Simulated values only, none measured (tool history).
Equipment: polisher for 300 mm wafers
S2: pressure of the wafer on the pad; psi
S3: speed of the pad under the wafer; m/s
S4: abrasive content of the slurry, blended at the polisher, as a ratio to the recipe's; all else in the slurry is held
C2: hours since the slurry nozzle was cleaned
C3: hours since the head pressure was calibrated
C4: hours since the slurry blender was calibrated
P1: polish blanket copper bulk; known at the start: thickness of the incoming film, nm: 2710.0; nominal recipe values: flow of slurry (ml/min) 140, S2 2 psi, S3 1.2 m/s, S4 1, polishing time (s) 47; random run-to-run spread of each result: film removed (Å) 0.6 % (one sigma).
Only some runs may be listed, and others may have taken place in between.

Run 1, hour 11.2: flow of slurry (ml/min) 140, S2 2 psi, S3 1.2 m/s, S4 1, polishing time (s) 47; wafers polished on this pad 772; C2 234.9; C3 436.7; C4 74.6. Result: film removed (Å) 3226.1.
Run 2, hour 21.3: flow of slurry (ml/min) 195, S2 2 psi, S3 1.66 m/s, S4 1, polishing time (s) 47; wafers polished on this pad 847; C2 245; C3 446.8; C4 84.7. Result: film removed (Å) 4697.6.
Run 3, hour 32.1: flow of slurry (ml/min) 140, S2 3 psi, S3 1.2 m/s, S4 1, polishing time (s) 47; wafers polished on this pad 928; C2 255.8; C3 457.6; C4 95.5. Result: film removed (Å) 4832.9.
Run 4, hour 37.4: flow of slurry (ml/min) 220, S2 2 psi, S3 1.2 m/s, S4 1, polishing time (s) 47; wafers polished on this pad 967; C2 261.1; C3 462.9; C4 100.8. Result: film removed (Å) 3443.2.
At hour 47: head pressure recalibrated.
Run 5, hour 48.2: flow of slurry (ml/min) 140, S2 2 psi, S3 1.2 m/s, S4 1, polishing time (s) 47; wafers polished on this pad 1048; C2 271.9; C3 1.3; C4 111.6. Result: film removed (Å) 3233.
Run 6, hour 59.2: flow of slurry (ml/min) 140, S2 2 psi, S3 1.84 m/s, S4 1, polishing time (s) 47; wafers polished on this pad 1129; C2 282.9; C3 12.3; C4 122.6. Result: film removed (Å) 4976.1.
Run 7, hour 64.8: flow of slurry (ml/min) 140, S2 2 psi, S3 1.2 m/s, S4 1, polishing time (s) 47; wafers polished on this pad 1171; C2 288.5; C3 17.9; C4 128.2. Result: film removed (Å) 3257.4.
Run 8, hour 73.2: flow of slurry (ml/min) 140, S2 2 psi, S3 1.2 m/s, S4 1, polishing time (s) 47; wafers polished on this pad 1234; C2 296.9; C3 26.3; C4 136.6. Result: film removed (Å) 3216.2.
Run 9, hour 81.7: flow of slurry (ml/min) 140, S2 2 psi, S3 1.2 m/s, S4 1, polishing time (s) 47; wafers polished on this pad 1297; C2 305.4; C3 34.8; C4 145.1. Result: film removed (Å) 3240.2.
Run 10, hour 90.7: flow of slurry (ml/min) 140, S2 2 psi, S3 1.2 m/s, S4 1.3, polishing time (s) 47; wafers polished on this pad 1364; C2 314.4; C3 43.8; C4 154.1. Result: film removed (Å) 3386.
Run 11, hour 102.4: flow of slurry (ml/min) 140, S2 2 psi, S3 0.54 m/s, S4 1, polishing time (s) 47; wafers polished on this pad 1451; C2 326.1; C3 55.5; C4 165.8. Result: film removed (Å) 1450.8.
Run 12, hour 108.5: flow of slurry (ml/min) 140, S2 2 psi, S3 1.2 m/s, S4 1, polishing time (s) 33; wafers polished on this pad 1496; C2 332.2; C3 61.6; C4 171.9. Result: film removed (Å) 2269.
Run 13, hour 120.3: flow of slurry (ml/min) 140, S2 1.5 psi, S3 1.2 m/s, S4 1, polishing time (s) 47; wafers polished on this pad 1584; C2 344; C3 73.4; C4 183.7. Result: film removed (Å) 2404.8.
At hour 123.2: slurry nozzle cleaned.
Run 14, hour 128.1: flow of slurry (ml/min) 85, S2 2 psi, S3 1.2 m/s, S4 1, polishing time (s) 47; wafers polished on this pad 1642; C2 5; C3 81.2; C4 191.5. Result: film removed (Å) 2900.1.
Run 15, hour 136.9: flow of slurry (ml/min) 205, S2 2 psi, S3 1.2 m/s, S4 1, polishing time (s) 59; wafers polished on this pad 1708; C2 13.8; C3 90; C4 200.3. Result: film removed (Å) 4331.2.
Run 16, hour 143: flow of slurry (ml/min) 140, S2 2 psi, S3 1.2 m/s, S4 1, polishing time (s) 47; wafers polished on this pad 1753; C2 19.9; C3 96.1; C4 206.4. Result: film removed (Å) 3205.2.
Run 17, hour 153.4: flow of slurry (ml/min) 140, S2 2 psi, S3 1.2 m/s, S4 0.6, polishing time (s) 47; wafers polished on this pad 1830; C2 30.3; C3 106.5; C4 216.8. Result: film removed (Å) 2892.4.
Run 18, hour 164.5: flow of slurry (ml/min) 140, S2 2 psi, S3 1.2 m/s, S4 1, polishing time (s) 66; wafers polished on this pad 1913; C2 41.4; C3 117.6; C4 227.9. Result: film removed (Å) 4547.6.
Run 19, hour 172.6: flow of slurry (ml/min) 140, S2 2 psi, S3 1.2 m/s, S4 1, polishing time (s) 47; wafers polished on this pad 1973; C2 49.5; C3 125.7; C4 236. Result: film removed (Å) 3231.4.
Run 20, hour 179.6: flow of slurry (ml/min) 140, S2 2 psi, S3 1.2 m/s, S4 1, polishing time (s) 47; wafers polished on this pad 2025; C2 56.5; C3 132.7; C4 243. Result: film removed (Å) 3200.7.
Run 21, hour 188.7: flow of slurry (ml/min) 140, S2 2 psi, S3 1.2 m/s, S4 1, polishing time (s) 47; wafers polished on this pad 2093; C2 65.6; C3 141.8; C4 252.1. Result: film removed (Å) 3148.2.
Run 22, hour 197.4: flow of slurry (ml/min) 140, S2 2 psi, S3 1.2 m/s, S4 1, polishing time (s) 47; wafers polished on this pad 2158; C2 74.3; C3 150.5; C4 260.8. Result: film removed (Å) 3062.
Run 23, hour 209.1: flow of slurry (ml/min) 140, S2 2 psi, S3 1.2 m/s, S4 1, polishing time (s) 47; wafers polished on this pad 2245; C2 86; C3 162.2; C4 272.5. Result: film removed (Å) 3015.
At hour 210.5: slurry blender recalibrated.
Run 24, hour 217.5: flow of slurry (ml/min) 140, S2 2 psi, S3 1.2 m/s, S4 1, polishing time (s) 47; wafers polished on this pad 2307; C2 94.4; C3 170.6; C4 7.1. Result: film removed (Å) 3000.5.
At hour 220.4: head pressure recalibrated.
Run 25, hour 228.3: flow of slurry (ml/min) 140, S2 2 psi, S3 1.2 m/s, S4 1, polishing time (s) 47; wafers polished on this pad 2388; C2 105.2; C3 7.9; C4 17.9. Result: film removed (Å) 2920.4.
Run 26, hour 237.6: flow of slurry (ml/min) 140, S2 2 psi, S3 1.2 m/s, S4 1, polishing time (s) 47; wafers polished on this pad 2457; C2 114.5; C3 17.2; C4 27.2. Result: film removed (Å) 2955.4.
Run 27, hour 247.3: flow of slurry (ml/min) 140, S2 2 psi, S3 1.2 m/s, S4 1, polishing time (s) 47; wafers polished on this pad 2529; C2 124.2; C3 26.9; C4 36.9. Result: film removed (Å) 2967.6.

Something has made what P1 gives creep away from where it was; the 2 causes below, each at its own stated size, fit the log equally well:
A: slurry flow missing at the pad, % = 33.9
B: removal rate lost through wear of the pad, % = 8.79
The gradual shift began around hour 179.6.
Every other cause this tool's parts could produce, and why it does not fit the log:
head's pressure below its setpoint, %: serviced at hour 220.4, after the change had begun; the process did not return to its earlier output
abrasive missing from the slurry, %: serviced at hour 210.5, after the change had begun; the process did not return to its earlier output

Which of the 4 check runs listed below separates the causes, so that each cause would produce a clearly different result? Each run uses one wafer, and its results are marked with question marks.
Run check 1, hour 257: flow of slurry (ml/min) 85, S2 2 psi, S3 1.2 m/s, S4 1, polishing time (s) 47. Result: film removed (Å) ?.
Run check 2, hour 257: flow of slurry (ml/min) 140, S2 2 psi, S3 1.2 m/s, S4 1.3, polishing time (s) 47. Result: film removed (Å) ?.
Run check 3, hour 257: flow of slurry (ml/min) 140, S2 2.7 psi, S3 1.2 m/s, S4 1.2, polishing time (s) 47. Result: film removed (Å) ?.
Run check 4, hour 257: flow of slurry (ml/min) 170, S2 2 psi, S3 1.2 m/s, S4 1, polishing time (s) 47. Result: film removed (Å) ?.

Check results expected under each cause:
  check            result    if A    if B
check 1  film removed (Å)  2498.9  2626.7
check 2  film removed (Å)  3121.5  3122.1
check 3  film removed (Å)  4140.5  4141.3
check 4  film removed (Å)  3091.7  3046.6
Per check, the gap between the least separated pair of causes, taken in the result that splits them most: check 1 4.99 %; check 2 0.02 %; check 3 0.02 %; check 4 1.47 %
Check 1 tells the causes apart: in the others they would give nearly the same result.

Check 1 was carried out, with these results: film removed (Å) 2500.6. Which of the listed causes is responsible?

The correct cause is A, namely: slurry flow missing at the pad, %.
